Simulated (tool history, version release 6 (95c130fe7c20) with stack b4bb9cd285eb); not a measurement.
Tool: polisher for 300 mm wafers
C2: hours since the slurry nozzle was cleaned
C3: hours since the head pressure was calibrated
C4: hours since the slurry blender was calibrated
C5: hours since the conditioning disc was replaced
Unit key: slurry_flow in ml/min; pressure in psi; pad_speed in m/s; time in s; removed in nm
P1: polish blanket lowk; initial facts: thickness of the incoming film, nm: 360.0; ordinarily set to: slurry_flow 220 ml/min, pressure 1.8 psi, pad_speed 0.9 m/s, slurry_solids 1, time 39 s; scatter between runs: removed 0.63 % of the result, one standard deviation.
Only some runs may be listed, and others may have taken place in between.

run 1 hour=11.2 | slurry_flow=220 pressure=1.8 pad_speed=0.9 slurry_solids=1 time=39 | wafers_polished_on_this_pad=705 C2=131.1 C3=182 C4=65.3 C5=83.4 | removed=12.448
run 2 hour=21.4 | slurry_flow=155 pressure=1.8 pad_speed=0.9 slurry_solids=1 time=39 | wafers_polished_on_this_pad=847 C2=141.3 C3=192.2 C4=75.5 C5=93.6 | removed=11.894
run 3 hour=32.8 | slurry_flow=220 pressure=1.8 pad_speed=0.9 slurry_solids=0.55 time=39 | wafers_polished_on_this_pad=1006 C2=152.7 C3=203.6 C4=86.9 C5=105 | removed=9.1651
run 4 hour=40.9 | slurry_flow=220 pressure=1 pad_speed=0.9 slurry_solids=1 time=39 | wafers_polished_on_this_pad=1119 C2=160.8 C3=211.7 C4=95 C5=113.1 | removed=6.8615
run 5 hour=49.8 | slurry_flow=220 pressure=1.8 pad_speed=0.9 slurry_solids=1 time=39 | wafers_polished_on_this_pad=1243 C2=169.7 C3=220.6 C4=103.9 C5=122 | removed=12.391
run 6 hour=59.9 | slurry_flow=220 pressure=1.8 pad_speed=0.9 slurry_solids=1 time=39 | wafers_polished_on_this_pad=1384 C2=179.8 C3=230.7 C4=114 C5=132.1 | removed=12.337
run 7 hour=66 | slurry_flow=220 pressure=1.8 pad_speed=0.9 slurry_solids=1 time=39 | wafers_polished_on_this_pad=1469 C2=185.9 C3=236.8 C4=120.1 C5=138.2 | removed=12.339
run 8 hour=73.1 | slurry_flow=220 pressure=1.8 pad_speed=0.9 slurry_solids=1 time=20 | wafers_polished_on_this_pad=1568 C2=193 C3=243.9 C4=127.2 C5=145.3 | removed=6.3745
run 9 hour=83.3 | slurry_flow=220 pressure=1.8 pad_speed=0.9 slurry_solids=1 time=58 | wafers_polished_on_this_pad=1711 C2=203.2 C3=254.1 C4=137.4 C5=155.5 | removed=18.443
run 10 hour=96.9 | slurry_flow=220 pressure=1.8 pad_speed=0.4 slurry_solids=1 time=39 | wafers_polished_on_this_pad=1900 C2=216.8 C3=267.7 C4=151 C5=169.1 | removed=6.5256
run 11 hour=107.7 | slurry_flow=220 pressure=1.8 pad_speed=0.9 slurry_solids=1.45 time=39 | wafers_polished_on_this_pad=2051 C2=227.6 C3=278.5 C4=161.8 C5=179.9 | removed=14.314
run 12 hour=114 | slurry_flow=220 pressure=1.8 pad_speed=0.9 slurry_solids=1 time=39 | wafers_polished_on_this_pad=2139 C2=233.9 C3=284.8 C4=168.1 C5=186.2 | removed=12.358
run 13 hour=125.1 | slurry_flow=220 pressure=1.8 pad_speed=0.9 slurry_solids=1 time=39 | wafers_polished_on_this_pad=2294 C2=245 C3=295.9 C4=179.2 C5=197.3 | removed=12.367
run 14 hour=133.9 | slurry_flow=220 pressure=2.8 pad_speed=0.9 slurry_solids=1 time=39 | wafers_polished_on_this_pad=2416 C2=253.8 C3=304.7 C4=188 C5=206.1 | removed=19.31
run 15 hour=143.4 | slurry_flow=345 pressure=1.8 pad_speed=0.9 slurry_solids=1 time=39 | wafers_polished_on_this_pad=2549 C2=263.3 C3=314.2 C4=197.5 C5=215.6 | removed=12.955
run 16 hour=156.4 | slurry_flow=220 pressure=1.8 pad_speed=1.24 slurry_solids=1 time=39 | wafers_polished_on_this_pad=2730 C2=276.3 C3=327.2 C4=210.5 C5=228.6 | removed=15.987
run 17 hour=169 | slurry_flow=220 pressure=1.8 pad_speed=0.9 slurry_solids=1 time=39 | wafers_polished_on_this_pad=2906 C2=288.9 C3=339.8 C4=223.1 C5=241.2 | removed=12.336
-- hour=171 head pressure recalibrated
run 18 hour=177.6 | slurry_flow=220 pressure=1.3 pad_speed=0.9 slurry_solids=1 time=23 | wafers_polished_on_this_pad=3026 C2=297.5 C3=6.6 C4=231.7 C5=249.8 | removed=5.2867
run 19 hour=190.9 | slurry_flow=220 pressure=1.8 pad_speed=0.9 slurry_solids=1 time=39 | wafers_polished_on_this_pad=3211 C2=310.8 C3=19.9 C4=245 C5=263.1 | removed=12.293
run 20 hour=198.2 | slurry_flow=220 pressure=1.8 pad_speed=0.9 slurry_solids=1 time=39 | wafers_polished_on_this_pad=3313 C2=318.1 C3=27.2 C4=252.3 C5=270.4 | removed=12.126
run 21 hour=206.6 | slurry_flow=220 pressure=1.8 pad_speed=0.9 slurry_solids=1 time=39 | wafers_polished_on_this_pad=3430 C2=326.5 C3=35.6 C4=260.7 C5=278.8 | removed=11.814
run 22 hour=220 | slurry_flow=220 pressure=1.8 pad_speed=0.9 slurry_solids=1 time=39 | wafers_polished_on_this_pad=3617 C2=339.9 C3=49 C4=274.1 C5=292.2 | removed=11.696
run 23 hour=232.8 | slurry_flow=220 pressure=1.8 pad_speed=0.9 slurry_solids=1 time=39 | wafers_polished_on_this_pad=3796 C2=352.7 C3=61.8 C4=286.9 C5=305 | removed=11.4
-- hour=235.1 slurry nozzle cleaned
run 24 hour=243.7 | slurry_flow=220 pressure=1.8 pad_speed=0.9 slurry_solids=1 time=39 | wafers_polished_on_this_pad=3948 C2=8.6 C3=72.7 C4=297.8 C5=315.9 | removed=11.37
-- hour=244.6 conditioning disc replaced and pad reconditioned
run 25 hour=257.8 | slurry_flow=220 pressure=1.8 pad_speed=0.9 slurry_solids=1 time=39 | wafers_polished_on_this_pad=4144 C2=22.7 C3=86.8 C4=311.9 C5=13.2 | removed=11.239
-- hour=267.9 worn pad replaced by a new one
run 26 hour=270.7 | slurry_flow=220 pressure=1.8 pad_speed=0.9 slurry_solids=1 time=39 | wafers_polished_on_this_pad=39 C2=35.6 C3=99.7 C4=324.8 C5=26.1 | removed=11.091
run 27 hour=283.2 | slurry_flow=220 pressure=1.8 pad_speed=0.9 slurry_solids=1 time=39 | wafers_polished_on_this_pad=214 C2=48.1 C3=112.2 C4=337.3 C5=38.6 | removed=11.148
run 28 hour=291.3 | slurry_flow=220 pressure=1.8 pad_speed=0.9 slurry_solids=1 time=39 | wafers_polished_on_this_pad=327 C2=56.2 C3=120.3 C4=345.4 C5=46.7 | removed=11.124
run 29 hour=302.3 | slurry_flow=220 pressure=1.8 pad_speed=0.9 slurry_solids=1 time=39 | wafers_polished_on_this_pad=480 C2=67.2 C3=131.3 C4=356.4 C5=57.7 | removed=11.197

The log shows P1 creeping away from where it was. Any of the 2 causes listed here, at the size stated for it, fits the log just as well as the others:
A: head's pressure below its setpoint, % = 9.91
B: abrasive missing from the slurry, % = 19.5
The onset of the drift is placed at about hour 190.9.
The rest of the possible causes, and what rules out each one:
removal rate lost through wear of the pad, %: serviced at hour 267.9, which brought nothing back
slurry flow missing at the pad, %: serviced at hour 235.1, which brought nothing back
time polished since the conditioner stopped cutting, s: serviced at hour 244.6, which brought nothing back

Of the 4 check runs below, each run on 5 wafers with the results averaged and each result still a question mark, which one would tell the listed causes apart?
run check 1 hour=313.3 | slurry_flow=220 pressure=1.8 pad_speed=0.9 slurry_solids=0.65 time=39 | removed=?
run check 2 hour=313.3 | slurry_flow=220 pressure=1.8 pad_speed=0.58 slurry_solids=1 time=39 | removed=?
run check 3 hour=313.3 | slurry_flow=295 pressure=1.8 pad_speed=0.9 slurry_solids=1 time=39 | removed=?
run check 4 hour=313.3 | slurry_flow=220 pressure=2.7 pad_speed=0.9 slurry_solids=1 time=39 | removed=?

Outcome of each check run for each possible cause:
check=check_1 result=removed if_A=8.9752 if_B=8.7691
check=check_2 result=removed if_A=7.861 if_B=7.8602
check=check_3 result=removed if_A=11.519 if_B=11.518
check=check_4 result=removed if_A=16.758 if_B=16.756
Gap, in per cent, between the two causes that each check separates least, read from the result that separates them most: check 1 2.32 %; check 2 0.01 %; check 3 0.01 %; check 4 0.01 %
Check 1 tells the causes apart: in the others they would give nearly the same result.

Check 1 was then run and gave: removed 9.0183 nm. Which cause is it?

It was cause A: head's pressure below its setpoint, %.
